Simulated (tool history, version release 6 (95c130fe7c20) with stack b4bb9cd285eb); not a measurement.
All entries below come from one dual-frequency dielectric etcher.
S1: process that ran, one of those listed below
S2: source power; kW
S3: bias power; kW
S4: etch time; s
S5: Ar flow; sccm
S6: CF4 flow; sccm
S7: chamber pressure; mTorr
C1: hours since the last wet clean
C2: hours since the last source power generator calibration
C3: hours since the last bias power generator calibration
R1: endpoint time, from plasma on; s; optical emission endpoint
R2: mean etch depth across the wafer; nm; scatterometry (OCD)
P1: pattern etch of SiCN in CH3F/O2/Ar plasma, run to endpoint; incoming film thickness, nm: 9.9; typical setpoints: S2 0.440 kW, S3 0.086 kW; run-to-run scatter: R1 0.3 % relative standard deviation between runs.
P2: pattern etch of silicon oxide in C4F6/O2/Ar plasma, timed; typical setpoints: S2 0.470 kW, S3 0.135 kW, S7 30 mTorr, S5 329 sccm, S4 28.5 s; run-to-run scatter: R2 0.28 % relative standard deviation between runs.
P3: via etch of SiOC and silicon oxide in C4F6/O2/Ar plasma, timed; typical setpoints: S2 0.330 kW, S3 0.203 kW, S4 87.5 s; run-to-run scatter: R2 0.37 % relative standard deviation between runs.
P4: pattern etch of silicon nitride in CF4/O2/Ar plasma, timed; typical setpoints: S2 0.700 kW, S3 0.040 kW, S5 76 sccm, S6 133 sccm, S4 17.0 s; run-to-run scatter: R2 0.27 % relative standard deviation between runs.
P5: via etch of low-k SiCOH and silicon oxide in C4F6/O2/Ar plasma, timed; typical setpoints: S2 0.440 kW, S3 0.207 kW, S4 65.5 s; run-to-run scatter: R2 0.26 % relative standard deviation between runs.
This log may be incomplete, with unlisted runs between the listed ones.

{"run": 1, "hour": 9.7, "S1": "P1", "S2": 0.44, "S3": 0.086, "C1": 465.6, "C2": 903.9, "C3": 1381.8, "R1": 23.463}
{"run": 2, "hour": 23.2, "S1": "P5", "S2": 0.44, "S3": 0.207, "S4": 48.0, "C1": 479.1, "C2": 917.4, "C3": 1395.3, "R2": 134.62}
{"run": 3, "hour": 41.6, "S1": "P4", "S2": 0.7, "S3": 0.048, "S4": 17.0, "S5": 76, "S6": 133, "C1": 497.5, "C2": 935.8, "C3": 1413.7, "R2": 44.653}
{"run": 4, "hour": 54.1, "S1": "P1", "S2": 0.44, "S3": 0.086, "C1": 510.0, "C2": 948.3, "C3": 1426.2, "R1": 23.395}
{"run": 5, "hour": 70.4, "S1": "P4", "S2": 0.7, "S3": 0.04, "S4": 17.0, "S5": 76, "S6": 169, "C1": 526.3, "C2": 964.6, "C3": 1442.5, "R2": 43.017}
{"run": 6, "hour": 85.4, "S1": "P2", "S2": 0.47, "S3": 0.135, "S4": 35.0, "S5": 329, "S7": 30, "C1": 541.3, "C2": 979.6, "C3": 1457.5, "R2": 107.48}
{"run": 7, "hour": 95.3, "S1": "P5", "S2": 0.44, "S3": 0.156, "S4": 65.5, "C1": 551.2, "C2": 989.5, "C3": 1467.4, "R2": 167.62}
{"run": 8, "hour": 104.5, "S1": "P2", "S2": 0.47, "S3": 0.135, "S4": 28.5, "S5": 195, "S7": 30, "C1": 560.4, "C2": 998.7, "C3": 1476.6, "R2": 92.584}
{"run": 9, "hour": 114.4, "S1": "P2", "S2": 0.65, "S3": 0.135, "S4": 28.5, "S5": 329, "S7": 30, "C1": 570.3, "C2": 1008.6, "C3": 1486.5, "R2": 99.46}
{"run": 10, "hour": 124.5, "S1": "P1", "S2": 0.36, "S3": 0.086, "C1": 580.4, "C2": 1018.7, "C3": 1496.6, "R1": 25.208}
{"run": 11, "hour": 141.1, "S1": "P5", "S2": 0.44, "S3": 0.207, "S4": 65.5, "C1": 597.0, "C2": 1035.3, "C3": 1513.2, "R2": 183.7}
{"run": 12, "hour": 151.5, "S1": "P3", "S2": 0.33, "S3": 0.203, "S4": 51.0, "C1": 607.4, "C2": 1045.7, "C3": 1523.6, "R2": 57.545}
{"hour": 158.3, "done": "source power generator calibrated"}
{"run": 13, "hour": 161.5, "S1": "P1", "S2": 0.44, "S3": 0.061, "C1": 617.4, "C2": 3.3, "C3": 1533.6, "R1": 26.477}
{"run": 14, "hour": 174.9, "S1": "P2", "S2": 0.47, "S3": 0.135, "S4": 28.5, "S5": 329, "S7": 30, "C1": 630.8, "C2": 16.7, "C3": 1547.0, "R2": 87.484}
{"run": 15, "hour": 185.9, "S1": "P3", "S2": 0.33, "S3": 0.203, "S4": 87.5, "C1": 641.8, "C2": 27.7, "C3": 1558.0, "R2": 98.863}
{"run": 16, "hour": 201.3, "S1": "P5", "S2": 0.59, "S3": 0.207, "S4": 65.5, "C1": 657.2, "C2": 43.1, "C3": 1573.4, "R2": 206.72}
{"run": 17, "hour": 210.8, "S1": "P1", "S2": 0.44, "S3": 0.086, "C1": 666.7, "C2": 52.6, "C3": 1582.9, "R1": 23.33}
{"run": 18, "hour": 219.0, "S1": "P1", "S2": 0.51, "S3": 0.069, "C1": 674.9, "C2": 60.8, "C3": 1591.1, "R1": 23.861}
{"run": 19, "hour": 227.5, "S1": "P1", "S2": 0.44, "S3": 0.086, "C1": 683.4, "C2": 69.3, "C3": 1599.6, "R1": 23.476}
{"run": 20, "hour": 240.0, "S1": "P3", "S2": 0.33, "S3": 0.203, "S4": 87.5, "C1": 695.9, "C2": 81.8, "C3": 1612.1, "R2": 99.146}
{"run": 21, "hour": 249.3, "S1": "P4", "S2": 0.7, "S3": 0.04, "S4": 9.5, "S5": 76, "S6": 133, "C1": 705.2, "C2": 91.1, "C3": 1621.4, "R2": 23.624}
{"run": 22, "hour": 265.3, "S1": "P3", "S2": 0.33, "S3": 0.156, "S4": 87.5, "C1": 721.2, "C2": 107.1, "C3": 1637.4, "R2": 90.887}
{"run": 23, "hour": 274.0, "S1": "P4", "S2": 0.7, "S3": 0.04, "S4": 17.0, "S5": 76, "S6": 133, "C1": 729.9, "C2": 115.8, "C3": 1646.1, "R2": 42.035}
{"run": 24, "hour": 287.0, "S1": "P2", "S2": 0.47, "S3": 0.135, "S4": 28.5, "S5": 329, "S7": 42, "C1": 742.9, "C2": 128.8, "C3": 1659.1, "R2": 84.58}
{"run": 25, "hour": 299.9, "S1": "P4", "S2": 0.94, "S3": 0.04, "S4": 17.0, "S5": 76, "S6": 133, "C1": 755.8, "C2": 141.7, "C3": 1672.0, "R2": 54.679}
{"run": 26, "hour": 316.6, "S1": "P2", "S2": 0.47, "S3": 0.084, "S4": 28.5, "S5": 329, "S7": 30, "C1": 772.5, "C2": 158.4, "C3": 1688.7, "R2": 77.175}
{"run": 27, "hour": 330.2, "S1": "P3", "S2": 0.21, "S3": 0.203, "S4": 87.5, "C1": 786.1, "C2": 172.0, "C3": 1702.3, "R2": 83.617}
{"run": 28, "hour": 339.1, "S1": "P1", "S2": 0.44, "S3": 0.086, "C1": 795.0, "C2": 180.9, "C3": 1711.2, "R1": 23.449}
{"run": 29, "hour": 356.1, "S1": "P1", "S2": 0.44, "S3": 0.086, "C1": 812.0, "C2": 197.9, "C3": 1728.2, "R1": 23.382}
{"run": 30, "hour": 371.5, "S1": "P4", "S2": 0.7, "S3": 0.04, "S4": 17.0, "S5": 99, "S6": 133, "C1": 827.4, "C2": 213.3, "C3": 1743.6, "R2": 41.104}
{"run": 31, "hour": 386.7, "S1": "P1", "S2": 0.28, "S3": 0.052, "C1": 842.6, "C2": 228.5, "C3": 1758.8, "R1": 33.089}
{"run": 32, "hour": 399.1, "S1": "P5", "S2": 0.44, "S3": 0.207, "S4": 65.5, "C1": 855.0, "C2": 240.9, "C3": 1771.2, "R2": 184.5}
{"run": 33, "hour": 414.4, "S1": "P1", "S2": 0.44, "S3": 0.104, "C1": 870.3, "C2": 256.2, "C3": 1786.5, "R1": 21.713}
{"run": 34, "hour": 427.6, "S1": "P2", "S2": 0.47, "S3": 0.135, "S4": 28.5, "S5": 329, "S7": 30, "C1": 883.5, "C2": 269.4, "C3": 1799.7, "R2": 87.755}
{"run": 35, "hour": 440.9, "S1": "P1", "S2": 0.44, "S3": 0.086, "C1": 896.8, "C2": 282.7, "C3": 1813.0, "R1": 23.327}
{"run": 36, "hour": 455.7, "S1": "P1", "S2": 0.58, "S3": 0.086, "C1": 911.6, "C2": 297.5, "C3": 1827.8, "R1": 21.162}
{"run": 37, "hour": 467.7, "S1": "P1", "S2": 0.44, "S3": 0.086, "C1": 923.6, "C2": 309.5, "C3": 1839.8, "R1": 23.426}

Expected results for the next run?
{"run": 38, "hour": 475.8, "S1": "P1", "S2": 0.44, "S3": 0.086, "C1": 931.7, "C2": 317.6, "C3": 1847.9, "R1": "?"}

{"run 38": {"R1": 23.392}}
